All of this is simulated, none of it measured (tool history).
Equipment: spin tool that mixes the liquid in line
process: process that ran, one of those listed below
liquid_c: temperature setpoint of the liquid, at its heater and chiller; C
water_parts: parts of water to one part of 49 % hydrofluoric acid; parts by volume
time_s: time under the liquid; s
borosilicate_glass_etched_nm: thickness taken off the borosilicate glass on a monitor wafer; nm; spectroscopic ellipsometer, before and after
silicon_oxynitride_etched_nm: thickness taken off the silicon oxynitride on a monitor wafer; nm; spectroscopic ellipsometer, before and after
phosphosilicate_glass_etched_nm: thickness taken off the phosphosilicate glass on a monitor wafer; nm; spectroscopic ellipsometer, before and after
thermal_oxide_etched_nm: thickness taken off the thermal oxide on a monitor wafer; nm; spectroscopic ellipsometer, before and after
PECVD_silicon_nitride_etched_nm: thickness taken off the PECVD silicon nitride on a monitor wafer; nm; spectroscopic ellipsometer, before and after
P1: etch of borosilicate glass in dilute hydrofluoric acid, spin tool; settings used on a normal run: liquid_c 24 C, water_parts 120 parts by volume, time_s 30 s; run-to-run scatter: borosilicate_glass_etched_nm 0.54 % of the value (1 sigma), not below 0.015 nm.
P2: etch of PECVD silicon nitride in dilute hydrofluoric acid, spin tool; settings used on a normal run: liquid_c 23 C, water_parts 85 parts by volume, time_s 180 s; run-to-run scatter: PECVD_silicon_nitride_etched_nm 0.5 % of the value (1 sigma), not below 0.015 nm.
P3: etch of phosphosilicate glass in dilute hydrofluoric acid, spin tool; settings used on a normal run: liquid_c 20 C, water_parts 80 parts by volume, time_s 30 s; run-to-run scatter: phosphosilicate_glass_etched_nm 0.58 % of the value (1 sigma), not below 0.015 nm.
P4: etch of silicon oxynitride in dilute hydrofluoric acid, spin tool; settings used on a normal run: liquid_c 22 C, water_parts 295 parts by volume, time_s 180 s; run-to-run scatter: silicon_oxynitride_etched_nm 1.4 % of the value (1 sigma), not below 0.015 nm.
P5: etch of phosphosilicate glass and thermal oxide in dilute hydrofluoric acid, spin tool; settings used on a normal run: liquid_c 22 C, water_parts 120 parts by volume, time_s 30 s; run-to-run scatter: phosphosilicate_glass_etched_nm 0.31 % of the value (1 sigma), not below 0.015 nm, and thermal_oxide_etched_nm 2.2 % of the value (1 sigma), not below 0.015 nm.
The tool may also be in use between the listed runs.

run	day	process	liquid_c	water_parts	time_s	hours since the thermometer was replaced	hours since the hydrofluoric acid flow meter was replaced	borosilicate_glass_etched_nm	silicon_oxynitride_etched_nm	phosphosilicate_glass_etched_nm	thermal_oxide_etched_nm	PECVD_silicon_nitride_etched_nm
1	0.133	P1	24	120	30	941.9	1186.5	9.7835				
2	0.267	P4	17	295	180	945.1	1189.7		1.4612			
3	0.412	P3	28	80	30	948.6	1193.2			42.397		
4	0.538	P3	20	80	30	951.6	1196.2			30.717		
5	0.646	P1	24	120	30	954.2	1198.8	9.6992				
6	0.821	P5	22	70	30	958.4	1203			34.122	1.9929	
7	0.975	P1	24	55	30	962.1	1206.7	23.065				
8	1.175	P2	23	85	180	966.9	1211.5					11.25
9	1.308	P3	20	130	30	970.1	1214.7			17.708		
10	1.512	P2	28.5	85	180	975	1219.6					16.172
# day 1.712: hydrofluoric acid flow meter replaced
11	1.717	P4	22	295	180	979.9	0.2		1.9106			
12	1.896	P1	24	120	30	984.2	4.5	9.793				
13	2.004	P1	30	210	30	986.8	7.1	6.2241				
14	2.204	P2	23	50	180	991.6	11.9					18.811
15	2.412	P1	29	120	30	996.6	16.9	11.82				
16	2.55	P5	22	120	15	999.9	20.2			9.3492	0.52374	
17	2.654	P1	24	120	30	1002.4	22.7	9.7489				
18	2.8	P3	20	80	60	1005.9	26.2			61.182		
19	3	P1	17.5	120	30	1010.7	31	7.4153				
20	3.192	P4	22	295	180	1015.3	35.6		1.8834			
21	3.383	P1	24	120	30	1019.9	40.2	9.7554				
22	3.5	P3	20	80	30	1022.7	43			30.51		
23	3.692	P4	22	295	40	1027.3	47.6		0.42989			
24	3.883	P1	24	120	45	1031.9	52.2	14.601				
25	4.071	P5	18	120	30	1036.4	56.7			15.9	0.95138	
26	4.188	P1	24	120	30	1039.2	59.5	9.8789				
27	4.346	P1	24	120	15	1043	63.3	4.8887				
28	4.508	P5	22	120	30	1046.9	67.2			18.585	1.0495	
29	4.646	P1	24	205	30	1050.2	70.5	5.2229				
30	4.758	P2	23	85	40	1052.9	73.2					2.4562
31	4.912	P4	22	435	180	1056.6	76.9		1.2121			

The next listed run, before its measurement:
32	5.021	P1	24	120	30	1059.2	79.5	?				

{"run 32": {"borosilicate_glass_etched_nm": 9.7814}}
